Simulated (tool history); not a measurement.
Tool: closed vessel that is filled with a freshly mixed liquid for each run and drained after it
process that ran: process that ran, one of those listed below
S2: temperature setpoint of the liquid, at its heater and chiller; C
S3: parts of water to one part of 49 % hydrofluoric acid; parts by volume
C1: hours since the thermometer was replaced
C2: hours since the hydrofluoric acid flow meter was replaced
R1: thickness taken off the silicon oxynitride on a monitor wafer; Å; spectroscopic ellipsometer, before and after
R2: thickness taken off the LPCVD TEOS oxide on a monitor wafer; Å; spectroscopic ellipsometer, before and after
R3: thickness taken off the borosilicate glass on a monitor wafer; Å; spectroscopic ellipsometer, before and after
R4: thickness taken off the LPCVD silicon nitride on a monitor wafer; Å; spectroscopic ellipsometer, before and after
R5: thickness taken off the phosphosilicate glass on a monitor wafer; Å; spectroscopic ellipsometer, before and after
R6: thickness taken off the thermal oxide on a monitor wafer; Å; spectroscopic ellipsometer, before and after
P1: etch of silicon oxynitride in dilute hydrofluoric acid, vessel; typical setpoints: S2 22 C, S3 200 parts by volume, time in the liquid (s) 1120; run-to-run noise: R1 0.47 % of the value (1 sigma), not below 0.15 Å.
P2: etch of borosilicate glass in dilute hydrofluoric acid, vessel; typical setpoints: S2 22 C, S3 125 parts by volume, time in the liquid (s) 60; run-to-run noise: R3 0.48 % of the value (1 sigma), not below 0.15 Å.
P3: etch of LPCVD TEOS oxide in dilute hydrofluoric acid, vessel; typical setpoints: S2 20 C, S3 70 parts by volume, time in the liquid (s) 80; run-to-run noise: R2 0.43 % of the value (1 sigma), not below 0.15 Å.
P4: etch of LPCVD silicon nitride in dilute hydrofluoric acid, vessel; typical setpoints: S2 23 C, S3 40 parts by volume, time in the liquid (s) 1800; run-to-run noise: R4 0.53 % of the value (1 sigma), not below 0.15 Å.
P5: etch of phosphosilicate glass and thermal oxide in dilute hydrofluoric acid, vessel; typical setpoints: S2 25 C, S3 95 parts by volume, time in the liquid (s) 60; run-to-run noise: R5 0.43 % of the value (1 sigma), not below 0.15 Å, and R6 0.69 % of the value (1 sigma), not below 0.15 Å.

{"run": 1, "hour": 7.0, "process that ran": "P1", "S2": 22, "S3": 200, "time in the liquid (s)": 1120, "C1": 1769.2, "C2": 1081.2, "R1": 114.59}
{"run": 2, "hour": 14.5, "process that ran": "P3", "S2": 20, "S3": 70, "time in the liquid (s)": 80, "C1": 1776.7, "C2": 1088.7, "R2": 550.2}
{"run": 3, "hour": 20.0, "process that ran": "P1", "S2": 22, "S3": 295, "time in the liquid (s)": 1120, "C1": 1782.2, "C2": 1094.2, "R1": 72.702}
{"run": 4, "hour": 25.9, "process that ran": "P2", "S2": 22, "S3": 125, "time in the liquid (s)": 30, "C1": 1788.1, "C2": 1100.1, "R3": 44.793}
{"run": 5, "hour": 29.4, "process that ran": "P4", "S2": 23, "S3": 20, "time in the liquid (s)": 1800, "C1": 1791.6, "C2": 1103.6, "R4": 389.68}
{"run": 6, "hour": 34.9, "process that ran": "P2", "S2": 22, "S3": 215, "time in the liquid (s)": 60, "C1": 1797.1, "C2": 1109.1, "R3": 47.044}
{"run": 7, "hour": 39.6, "process that ran": "P5", "S2": 25, "S3": 95, "time in the liquid (s)": 30, "C1": 1801.8, "C2": 1113.8, "R5": 299.46, "R6": 16.12}
{"run": 8, "hour": 43.7, "process that ran": "P1", "S2": 22, "S3": 200, "time in the liquid (s)": 1120, "C1": 1805.9, "C2": 1117.9, "R1": 114.76}
{"run": 9, "hour": 51.0, "process that ran": "P1", "S2": 22, "S3": 90, "time in the liquid (s)": 1120, "C1": 1813.2, "C2": 1125.2, "R1": 277.03}
{"run": 10, "hour": 56.1, "process that ran": "P1", "S2": 17, "S3": 45, "time in the liquid (s)": 1120, "C1": 1818.3, "C2": 1130.3, "R1": 441.31}
{"run": 11, "hour": 62.7, "process that ran": "P5", "S2": 25, "S3": 95, "time in the liquid (s)": 60, "C1": 1824.9, "C2": 1136.9, "R5": 597.29, "R6": 31.473}
{"run": 12, "hour": 69.9, "process that ran": "P3", "S2": 26, "S3": 70, "time in the liquid (s)": 80, "C1": 1832.1, "C2": 1144.1, "R2": 699.05}
{"run": 13, "hour": 74.2, "process that ran": "P3", "S2": 20, "S3": 70, "time in the liquid (s)": 30, "C1": 1836.4, "C2": 1148.4, "R2": 205.71}
{"run": 14, "hour": 80.7, "process that ran": "P4", "S2": 23, "S3": 40, "time in the liquid (s)": 3585, "C1": 1842.9, "C2": 1154.9, "R4": 404.57}
{"run": 15, "hour": 85.7, "process that ran": "P1", "S2": 22, "S3": 200, "time in the liquid (s)": 1120, "C1": 1847.9, "C2": 1159.9, "R1": 114.04}
{"run": 16, "hour": 93.1, "process that ran": "P3", "S2": 20, "S3": 125, "time in the liquid (s)": 80, "C1": 1855.3, "C2": 1167.3, "R2": 287.81}
{"run": 17, "hour": 98.4, "process that ran": "P5", "S2": 19, "S3": 95, "time in the liquid (s)": 60, "C1": 1860.6, "C2": 1172.6, "R5": 470.87, "R6": 24.756}
{"run": 18, "hour": 103.3, "process that ran": "P4", "S2": 23, "S3": 40, "time in the liquid (s)": 1800, "C1": 1865.5, "C2": 1177.5, "R4": 203.19}
{"run": 19, "hour": 109.4, "process that ran": "P5", "S2": 25, "S3": 55, "time in the liquid (s)": 60, "C1": 1871.6, "C2": 1183.6, "R5": 1100.7, "R6": 57.35}
{"run": 20, "hour": 116.7, "process that ran": "P1", "S2": 22, "S3": 200, "time in the liquid (s)": 1120, "C1": 1878.9, "C2": 1190.9, "R1": 114.6}
{"hour": 117.8, "done": "hydrofluoric acid flow meter replaced"}
{"run": 21, "hour": 120.3, "process that ran": "P1", "S2": 18, "S3": 200, "time in the liquid (s)": 1120, "C1": 1882.5, "C2": 2.5, "R1": 95.18}
{"run": 22, "hour": 125.9, "process that ran": "P2", "S2": 29, "S3": 125, "time in the liquid (s)": 60, "C1": 1888.1, "C2": 8.1, "R3": 117.17}
{"run": 23, "hour": 129.3, "process that ran": "P1", "S2": 22, "S3": 75, "time in the liquid (s)": 665, "C1": 1891.5, "C2": 11.5, "R1": 198.9}
{"run": 24, "hour": 135.0, "process that ran": "P4", "S2": 29.5, "S3": 40, "time in the liquid (s)": 1800, "C1": 1897.2, "C2": 17.2, "R4": 309.84}
{"run": 25, "hour": 140.8, "process that ran": "P5", "S2": 25, "S3": 95, "time in the liquid (s)": 60, "C1": 1903, "C2": 23, "R5": 602.73, "R6": 31.869}
{"run": 26, "hour": 146.1, "process that ran": "P4", "S2": 23, "S3": 40, "time in the liquid (s)": 1800, "C1": 1908.3, "C2": 28.3, "R4": 203.59}
{"run": 27, "hour": 151.5, "process that ran": "P1", "S2": 22, "S3": 200, "time in the liquid (s)": 1120, "C1": 1913.7, "C2": 33.7, "R1": 116.14}
{"run": 28, "hour": 155.2, "process that ran": "P1", "S2": 29, "S3": 200, "time in the liquid (s)": 1120, "C1": 1917.4, "C2": 37.4, "R1": 157.1}
{"run": 29, "hour": 161.5, "process that ran": "P1", "S2": 22, "S3": 200, "time in the liquid (s)": 1120, "C1": 1923.7, "C2": 43.7, "R1": 115}
{"run": 30, "hour": 168.7, "process that ran": "P2", "S2": 22, "S3": 125, "time in the liquid (s)": 60, "C1": 1930.9, "C2": 50.9, "R3": 89.2}
{"run": 31, "hour": 174.0, "process that ran": "P1", "S2": 22, "S3": 200, "time in the liquid (s)": 395, "C1": 1936.2, "C2": 56.2, "R1": 40.651}
{"run": 32, "hour": 180.3, "process that ran": "P1", "S2": 22, "S3": 200, "time in the liquid (s)": 1680, "C1": 1942.5, "C2": 62.5, "R1": 171.72}
{"run": 33, "hour": 183.6, "process that ran": "P1", "S2": 22, "S3": 200, "time in the liquid (s)": 1120, "C1": 1945.8, "C2": 65.8, "R1": 113.8}
{"run": 34, "hour": 188.0, "process that ran": "P1", "S2": 22, "S3": 200, "time in the liquid (s)": 1120, "C1": 1950.2, "C2": 70.2, "R1": 114.41}
{"run": 35, "hour": 195.5, "process that ran": "P1", "S2": 22, "S3": 200, "time in the liquid (s)": 1120, "C1": 1957.7, "C2": 77.7, "R1": 110.38}
{"run": 36, "hour": 201.8, "process that ran": "P1", "S2": 22, "S3": 200, "time in the liquid (s)": 1120, "C1": 1964, "C2": 84, "R1": 108.38}
{"run": 37, "hour": 207.3, "process that ran": "P1", "S2": 22, "S3": 200, "time in the liquid (s)": 1120, "C1": 1969.5, "C2": 89.5, "R1": 107.38}
{"run": 38, "hour": 211.5, "process that ran": "P1", "S2": 22, "S3": 200, "time in the liquid (s)": 1120, "C1": 1973.7, "C2": 93.7, "R1": 107.12}
{"run": 39, "hour": 218.8, "process that ran": "P1", "S2": 22, "S3": 200, "time in the liquid (s)": 1120, "C1": 1981, "C2": 101, "R1": 106.67}
{"run": 40, "hour": 225.4, "process that ran": "P1", "S2": 22, "S3": 200, "time in the liquid (s)": 1120, "C1": 1987.6, "C2": 107.6, "R1": 106.74}
{"run": 41, "hour": 229.1, "process that ran": "P1", "S2": 22, "S3": 200, "time in the liquid (s)": 1120, "C1": 1991.3, "C2": 111.3, "R1": 106.23}
{"run": 42, "hour": 233.3, "process that ran": "P1", "S2": 22, "S3": 200, "time in the liquid (s)": 1120, "C1": 1995.5, "C2": 115.5, "R1": 106.49}
{"run": 43, "hour": 238.9, "process that ran": "P1", "S2": 22, "S3": 200, "time in the liquid (s)": 1120, "C1": 2001.1, "C2": 121.1, "R1": 106.37}

The output of P1 has drifted from where it used to be. Each of the 2 causes below, taken at the size shown beside it, accounts for the log equally well:
A: hydrofluoric acid flow below the setpoint (%) = 6.65
B: liquid colder than its thermometer reads (K) = 1.72
Onset of the creep was near hour 188.

Of the 4 check runs listed below, each run on one wafer and each result written as a question mark, which would let you distinguish the listed causes because they would give clearly different results?
{"run": "check 1", "hour": 244.5, "process that ran": "P4", "S2": 28.5, "S3": 40, "time in the liquid (s)": 3485, "R4": "?"}
{"run": "check 2", "hour": 244.5, "process that ran": "P5", "S2": 19.5, "S3": 95, "time in the liquid (s)": 30, "R5": "?", "R6": "?"}
{"run": "check 3", "hour": 244.5, "process that ran": "P2", "S2": 25, "S3": 125, "time in the liquid (s)": 30, "R3": "?"}
{"run": "check 4", "hour": 244.5, "process that ran": "P3", "S2": 20, "S3": 120, "time in the liquid (s)": 80, "R2": "?"}

Check results expected under each cause:
check=check_1 result=R4 if_A=528.32 if_B=504.59
check=check_2 result=R5 if_A=222.66 if_B=223.69
check=check_2 result=R6 if_A=11.716 if_B=11.77
check=check_3 result=R3 if_A=46.607 if_B=47.2
check=check_4 result=R2 if_A=279.51 if_B=281.68
Distance between the nearest two causes, measured in the result of the check that separates them most: check 1 4.6 %; check 2 0.46 %; check 3 1.27 %; check 4 0.77 %
The causes can be told apart only by check 1. The other checks would give nearly the same results under each of them.

Running check 1 produced the following: R4 529.34 Å. Which one of the listed causes fits?

A is the cause: hydrofluoric acid flow below the setpoint (%).

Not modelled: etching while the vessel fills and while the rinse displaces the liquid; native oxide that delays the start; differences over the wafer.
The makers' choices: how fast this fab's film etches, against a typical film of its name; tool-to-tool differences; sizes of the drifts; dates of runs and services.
